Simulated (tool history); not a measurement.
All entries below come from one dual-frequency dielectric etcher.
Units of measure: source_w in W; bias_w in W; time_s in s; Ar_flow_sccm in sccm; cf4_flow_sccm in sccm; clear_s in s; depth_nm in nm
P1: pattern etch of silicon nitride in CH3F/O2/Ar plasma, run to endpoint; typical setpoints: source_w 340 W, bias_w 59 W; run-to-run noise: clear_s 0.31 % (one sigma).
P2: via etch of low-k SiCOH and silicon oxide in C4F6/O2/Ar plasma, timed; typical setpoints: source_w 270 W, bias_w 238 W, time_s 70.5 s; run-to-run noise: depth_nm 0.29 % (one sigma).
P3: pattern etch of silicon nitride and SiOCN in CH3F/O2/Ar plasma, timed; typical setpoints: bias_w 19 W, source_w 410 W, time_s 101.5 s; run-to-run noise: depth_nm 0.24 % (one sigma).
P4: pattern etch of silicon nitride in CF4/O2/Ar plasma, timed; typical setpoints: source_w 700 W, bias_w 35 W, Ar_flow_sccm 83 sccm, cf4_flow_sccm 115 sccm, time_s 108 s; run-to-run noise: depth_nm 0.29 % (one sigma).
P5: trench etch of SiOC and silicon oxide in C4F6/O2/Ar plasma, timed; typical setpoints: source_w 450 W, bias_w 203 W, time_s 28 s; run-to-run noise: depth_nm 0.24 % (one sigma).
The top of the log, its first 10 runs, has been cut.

| run | hour | process | source_w | bias_w | time_s | Ar_flow_sccm | cf4_flow_sccm | clear_s | depth_nm |
|---|---|---|---|---|---|---|---|---|---|
| 11 | 87.3 | P4 | 970 | 35 | 108 | 83 | 115 |  | 349.92 |
| 12 | 96.2 | P2 | 270 | 238 | 105 |  |  |  | 274 |
| 13 | 102.2 | P4 | 700 | 35 | 108 | 110 | 115 |  | 252.55 |
| 14 | 112.5 | P1 | 340 | 79 |  |  |  | 64.886 |  |
| 15 | 123.1 | P5 | 450 | 203 | 15.5 |  |  |  | 32.742 |
| 16 | 130.6 | P1 | 340 | 59 |  |  |  | 71.748 |  |
| 17 | 137.2 | P3 | 410 | 19 | 101.5 |  |  |  | 12.256 |
| 18 | 145.2 | P2 | 360 | 238 | 70.5 |  |  |  | 207.31 |
| 19 | 150.8 | P3 | 410 | 19 | 64 |  |  |  | 7.7338 |
| 20 | 158.6 | P1 | 340 | 59 |  |  |  | 71.422 |  |

What will run 21 give?
| 21 | 167.1 | P4 | 700 | 43 | 108 | 83 | 115 |  | ? |

{"run 21": {"depth_nm": 282.22}}

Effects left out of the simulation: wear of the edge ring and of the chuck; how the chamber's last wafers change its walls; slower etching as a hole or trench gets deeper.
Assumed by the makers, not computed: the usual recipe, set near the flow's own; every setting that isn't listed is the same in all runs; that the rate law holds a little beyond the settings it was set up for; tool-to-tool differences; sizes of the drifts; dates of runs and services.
